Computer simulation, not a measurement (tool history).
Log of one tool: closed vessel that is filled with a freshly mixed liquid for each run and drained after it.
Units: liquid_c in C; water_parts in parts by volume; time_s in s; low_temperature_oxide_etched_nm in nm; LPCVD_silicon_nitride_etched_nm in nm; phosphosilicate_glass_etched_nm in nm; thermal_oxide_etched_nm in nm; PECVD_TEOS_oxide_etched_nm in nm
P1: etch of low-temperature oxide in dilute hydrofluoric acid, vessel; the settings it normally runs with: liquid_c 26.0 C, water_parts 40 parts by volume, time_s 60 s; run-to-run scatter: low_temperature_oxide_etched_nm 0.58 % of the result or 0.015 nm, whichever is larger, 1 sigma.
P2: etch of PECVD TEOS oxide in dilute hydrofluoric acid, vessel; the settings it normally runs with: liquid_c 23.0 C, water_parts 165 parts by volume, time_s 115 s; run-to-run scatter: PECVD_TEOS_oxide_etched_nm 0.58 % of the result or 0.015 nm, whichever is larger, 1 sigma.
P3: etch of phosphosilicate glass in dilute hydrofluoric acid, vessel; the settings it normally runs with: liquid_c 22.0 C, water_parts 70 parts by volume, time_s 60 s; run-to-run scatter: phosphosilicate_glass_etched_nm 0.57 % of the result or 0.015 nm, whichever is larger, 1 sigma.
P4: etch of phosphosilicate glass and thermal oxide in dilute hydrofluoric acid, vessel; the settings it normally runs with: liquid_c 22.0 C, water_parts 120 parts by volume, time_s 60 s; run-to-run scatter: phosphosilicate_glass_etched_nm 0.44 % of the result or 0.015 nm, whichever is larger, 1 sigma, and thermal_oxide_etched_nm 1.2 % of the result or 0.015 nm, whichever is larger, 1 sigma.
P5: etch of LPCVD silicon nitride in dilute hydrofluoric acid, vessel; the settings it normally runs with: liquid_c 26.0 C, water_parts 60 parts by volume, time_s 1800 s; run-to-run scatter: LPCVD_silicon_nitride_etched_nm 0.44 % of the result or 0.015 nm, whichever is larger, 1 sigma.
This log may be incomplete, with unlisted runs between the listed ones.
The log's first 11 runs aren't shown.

| run | day | process | liquid_c | water_parts | time_s | low_temperature_oxide_etched_nm | LPCVD_silicon_nitride_etched_nm | phosphosilicate_glass_etched_nm | thermal_oxide_etched_nm | PECVD_TEOS_oxide_etched_nm |
|---|---|---|---|---|---|---|---|---|---|---|
| 12 | 7.146 | P1 | 21.0 | 55 | 60 | 23.713 |  |  |  |  |
| 13 | 7.525 | P2 | 23.0 | 165 | 115 |  |  |  |  | 8.9356 |
| 14 | 8.183 | P4 | 18.0 | 120 | 60 |  |  | 74.841 | 1.8827 |  |
| 15 | 8.738 | P1 | 26.0 | 60 | 60 | 26.476 |  |  |  |  |
| 16 | 9.308 | P3 | 22.0 | 100 | 60 |  |  | 63.095 |  |  |
| 17 | 9.879 | P5 | 26.0 | 60 | 3535 |  | 31.835 |  |  |  |
| 18 | 10.592 | P4 | 22.0 | 120 | 60 |  |  | 87.687 | 2.1865 |  |
| 19 | 11.246 | P3 | 28.5 | 70 | 60 |  |  | 120.430 |  |  |
| 20 | 11.633 | P1 | 33.0 | 40 | 60 | 53.769 |  |  |  |  |
| 21 | 12.371 | P1 | 26.0 | 40 | 30 | 20.307 |  |  |  |  |
| 22 | 12.750 | P1 | 26.0 | 20 | 85 | 118.790 |  |  |  |  |
| 23 | 13.433 | P2 | 23.0 | 30 | 115 |  |  |  |  | 57.9450 |
| 24 | 13.821 | P3 | 22.0 | 70 | 60 |  |  | 93.016 |  |  |
| 25 | 14.246 | P5 | 30.5 | 60 | 1800 |  | 21.679 |  |  |  |
|  | 14.450 | thermometer replaced |
| 26 | 14.825 | P5 | 26.0 | 90 | 1800 |  | 10.897 |  |  |  |
| 27 | 15.221 | P1 | 26.0 | 40 | 60 | 40.813 |  |  |  |  |
| 28 | 15.983 | P2 | 23.0 | 165 | 115 |  |  |  |  | 8.8521 |
| 29 | 16.662 | P1 | 26.0 | 40 | 60 | 41.085 |  |  |  |  |

What will run 30 give?
| 30 | 17.304 | P1 | 26.0 | 40 | 60 | ? |  |  |  |  |

Run 30 gave low_temperature_oxide_etched_nm 40.562 nm.
